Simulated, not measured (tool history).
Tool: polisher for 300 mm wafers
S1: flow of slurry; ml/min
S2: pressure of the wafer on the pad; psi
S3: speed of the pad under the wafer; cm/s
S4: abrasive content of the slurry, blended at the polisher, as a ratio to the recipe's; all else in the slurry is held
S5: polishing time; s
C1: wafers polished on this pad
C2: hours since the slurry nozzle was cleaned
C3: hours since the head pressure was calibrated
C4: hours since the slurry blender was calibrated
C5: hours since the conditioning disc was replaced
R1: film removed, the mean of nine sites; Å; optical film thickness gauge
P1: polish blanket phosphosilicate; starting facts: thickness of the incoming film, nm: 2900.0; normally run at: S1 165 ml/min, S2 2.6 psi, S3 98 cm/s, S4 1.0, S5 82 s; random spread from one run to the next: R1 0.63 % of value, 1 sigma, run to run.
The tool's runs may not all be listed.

| run | hour | S1 | S2 | S3 | S4 | S5 | C1 | C2 | C3 | C4 | C5 | R1 |
|---|---|---|---|---|---|---|---|---|---|---|---|---|
| 1 | 12.0 | 165 | 2.6 | 98 | 1.0 | 82 | 270 | 112.7 | 334.3 | 41.9 | 199.4 | 6387.9 |
| 2 | 17.9 | 105 | 2.6 | 98 | 1.0 | 82 | 305 | 118.6 | 340.2 | 47.8 | 205.3 | 5888.0 |
| 3 | 25.9 | 260 | 2.6 | 98 | 1.0 | 82 | 353 | 126.6 | 348.2 | 55.8 | 213.3 | 6729.2 |
|  | 33.8 | slurry nozzle cleaned |
| 4 | 36.7 | 240 | 4.0 | 98 | 1.0 | 82 | 417 | 3.0 | 359.0 | 66.6 | 224.1 | 10387.0 |
| 5 | 43.8 | 165 | 4.0 | 98 | 1.0 | 128 | 459 | 10.1 | 366.1 | 73.7 | 231.2 | 15357.0 |
| 6 | 51.3 | 165 | 2.6 | 98 | 1.0 | 50 | 503 | 17.6 | 373.6 | 81.2 | 238.7 | 3875.2 |
| 7 | 59.6 | 165 | 2.6 | 66 | 1.0 | 82 | 553 | 25.9 | 381.9 | 89.5 | 247.0 | 4697.2 |
| 8 | 67.6 | 165 | 2.6 | 98 | 0.5 | 82 | 600 | 33.9 | 389.9 | 97.5 | 255.0 | 4424.5 |
| 9 | 79.0 | 165 | 2.6 | 98 | 1.0 | 82 | 668 | 45.3 | 401.3 | 108.9 | 266.4 | 6409.9 |
| 10 | 91.1 | 165 | 2.6 | 98 | 1.2 | 82 | 739 | 57.4 | 413.4 | 121.0 | 278.5 | 6967.6 |
| 11 | 100.9 | 165 | 2.6 | 98 | 1.0 | 125 | 797 | 67.2 | 423.2 | 130.8 | 288.3 | 9660.6 |
| 12 | 110.3 | 165 | 3.5 | 98 | 1.0 | 82 | 853 | 76.6 | 432.6 | 140.2 | 297.7 | 8519.0 |
| 13 | 118.6 | 165 | 2.6 | 146 | 1.0 | 82 | 902 | 84.9 | 440.9 | 148.5 | 306.0 | 8851.7 |
| 14 | 126.2 | 165 | 2.6 | 98 | 1.0 | 82 | 947 | 92.5 | 448.5 | 156.1 | 313.6 | 6376.3 |
| 15 | 132.6 | 165 | 1.2 | 98 | 1.0 | 82 | 985 | 98.9 | 454.9 | 162.5 | 320.0 | 2954.9 |
| 16 | 140.5 | 165 | 2.6 | 98 | 1.0 | 82 | 1032 | 106.8 | 462.8 | 170.4 | 327.9 | 6395.0 |
| 17 | 149.5 | 165 | 2.6 | 98 | 1.0 | 82 | 1086 | 115.8 | 471.8 | 179.4 | 336.9 | 6369.4 |
| 18 | 159.9 | 165 | 2.6 | 98 | 1.0 | 82 | 1147 | 126.2 | 482.2 | 189.8 | 347.3 | 6379.1 |
| 19 | 170.8 | 165 | 2.6 | 98 | 1.0 | 82 | 1212 | 137.1 | 493.1 | 200.7 | 358.2 | 6062.9 |
| 20 | 178.4 | 165 | 2.6 | 98 | 1.0 | 82 | 1257 | 144.7 | 500.7 | 208.3 | 365.8 | 5927.6 |
| 21 | 189.7 | 165 | 2.6 | 98 | 1.0 | 82 | 1324 | 156.0 | 512.0 | 219.6 | 377.1 | 5839.6 |
| 22 | 195.8 | 165 | 2.6 | 98 | 1.0 | 82 | 1360 | 162.1 | 518.1 | 225.7 | 383.2 | 5810.1 |
| 23 | 207.6 | 165 | 2.6 | 98 | 1.0 | 82 | 1430 | 173.9 | 529.9 | 237.5 | 395.0 | 5804.1 |
|  | 207.7 | worn pad replaced by a new one |
|  | 208.7 | slurry nozzle cleaned |
| 24 | 215.1 | 165 | 2.6 | 98 | 1.0 | 82 | 44 | 6.4 | 537.4 | 245.0 | 402.5 | 5746.7 |
| 25 | 222.8 | 165 | 2.6 | 98 | 1.0 | 82 | 89 | 14.1 | 545.1 | 252.7 | 410.2 | 5644.9 |
|  | 225.5 | conditioning disc replaced and pad reconditioned |
| 26 | 233.5 | 165 | 2.6 | 98 | 1.0 | 82 | 153 | 24.8 | 555.8 | 263.4 | 8.0 | 5723.8 |
| 27 | 241.7 | 165 | 2.6 | 98 | 1.0 | 82 | 202 | 33.0 | 564.0 | 271.6 | 16.2 | 5682.3 |
| 28 | 251.8 | 165 | 2.6 | 98 | 1.0 | 82 | 261 | 43.1 | 574.1 | 281.7 | 26.3 | 5638.6 |

Compared with where it was, what P1 gives has crept away. Each cause listed below fits the log as well as the rest, at the size given for it:
A: abrasive missing from the slurry, % = 22
B: head's pressure below its setpoint, % = 11.4
The gradual shift began around hour 159.9.
Other possible causes, and why each is ruled out:
removal rate lost through wear of the pad, %: serviced at hour 207.7, after the drift had started, without restoring the earlier output
slurry flow missing at the pad, %: serviced at hour 208.7, after the drift had started, without restoring the earlier output
time polished since the conditioner stopped cutting, s: serviced at hour 225.5, after the drift had started, without restoring the earlier output

The 4 check runs listed below each average the results of 2 wafers, and their outcomes are marked with question marks. Under which run would the listed causes produce clearly different results?
| check 1 | 261.9 | 165 | 2.6 | 78 | 0.55 | 82 |  |  |  |  |  | ? |
| check 2 | 261.9 | 165 | 2.6 | 130 | 1.00 | 82 |  |  |  |  |  | ? |
| check 3 | 261.9 | 165 | 3.2 | 98 | 1.00 | 82 |  |  |  |  |  | ? |
| check 4 | 261.9 | 115 | 2.6 | 98 | 1.00 | 82 |  |  |  |  |  | ? |

What every check run would give for each of its results, assuming each possible cause in turn:
| check | result | if A | if B |
|---|---|---|---|
| check 1 | R1 | 3321.2 | 3442.6 |
| check 2 | R1 | 7109.9 | 7107.0 |
| check 3 | R1 | 6980.2 | 6977.3 |
| check 4 | R1 | 5299.1 | 5296.9 |
Minimum pairwise separation of causes per check, each pair taken at its best-separating result: check 1 3.59 %; check 2 0.04 %; check 3 0.04 %; check 4 0.04 %
Only in check 1 would the causes give clearly different results; in the remaining checks their results would be nearly the same.

Check 1 was then run and gave: R1 3460.2 Å. Which cause is it?

It is B: head's pressure below its setpoint, %.
